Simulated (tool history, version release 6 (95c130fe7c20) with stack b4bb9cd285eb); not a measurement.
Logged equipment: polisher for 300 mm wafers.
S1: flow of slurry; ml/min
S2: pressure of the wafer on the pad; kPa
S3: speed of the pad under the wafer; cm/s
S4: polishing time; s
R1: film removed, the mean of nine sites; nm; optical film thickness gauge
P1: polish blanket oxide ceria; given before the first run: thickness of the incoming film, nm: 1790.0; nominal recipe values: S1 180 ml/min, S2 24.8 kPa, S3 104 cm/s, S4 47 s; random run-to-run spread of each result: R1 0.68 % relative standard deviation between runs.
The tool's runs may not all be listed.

run,hour,S1,S2,S3,S4,R1
1,2.3,180,24.8,104,47,273.33
2,5.4,235,24.8,104,47,279.82
3,8.1,180,24.8,104,47,271.11
4,12,110,24.8,160,47,380.05
5,16,180,24.8,104,22,125.85
6,20.3,180,24.8,162,47,423.35
7,23.7,180,24.8,104,47,268.96
# hour 26.1: head pressure recalibrated
8,27.5,180,24.8,104,47,267.15
9,32.2,180,24.8,104,47,270.49
10,35,180,24.8,104,69,395.86
11,38.3,130,24.8,104,47,256.29
12,41.2,180,24.8,104,47,271.94
13,45.4,180,24.8,50,47,130.19
14,48.5,130,18.6,104,47,192.6
15,50.6,180,12.4,150,47,196.51
16,54.3,180,40,104,47,436.42
17,57.9,180,11,104,47,121.08
18,60.1,180,24.8,104,47,272.27
19,64.1,180,24.8,104,47,263.03
20,68.6,180,24.8,104,47,256.2
# hour 71.6: head pressure recalibrated
21,72.7,180,24.8,104,47,253.29
22,76,180,24.8,104,47,251.39
23,78.4,180,24.8,104,47,253.9
24,82.6,180,24.8,104,47,252.19
25,86.3,180,24.8,104,47,248.85
26,89.3,180,24.8,104,47,250.59

P1 no longer gives what it gave before; its output has crept away from where it was. The following 2 causes, each at its listed size, fit the log equally well:
A: removal rate lost through wear of the pad, % = 7.65
B: slurry flow missing at the pad, % = 35.6
Onset of the creep was near hour 60.1.
Every other cause this tool's parts could produce, and why it does not fit the log:
head's pressure below its setpoint, %: serviced after onset, at hour 71.6, with no recovery of the prior output

Of the 4 check runs below, each run on 5 wafers with the results averaged and each result still a question mark, which one would tell the listed causes apart?
check 1,92.3,180,38.6,78,47,?
check 2,92.3,180,38.6,104,31,?
check 3,92.3,135,24.8,104,22,?
check 4,92.3,180,34.5,162,47,?

Predicted outcomes, by check and by cause:
check,result,if A,if B
check 1,R1,291.97,292
check 2,R1,256.76,256.79
check 3,R1,111.62,109.04
check 4,R1,541.42,541.48
Separation of the two closest causes in each check, using whichever result separates them best: check 1 0.01 %; check 2 0.01 %; check 3 2.34 %; check 4 0.01 %
The causes can be told apart only by check 3. The other checks would give nearly the same results under each of them.

Running check 3 produced the following: R1 109.06 nm. Which one of the listed causes fits?

The cause is B: slurry flow missing at the pad, %.
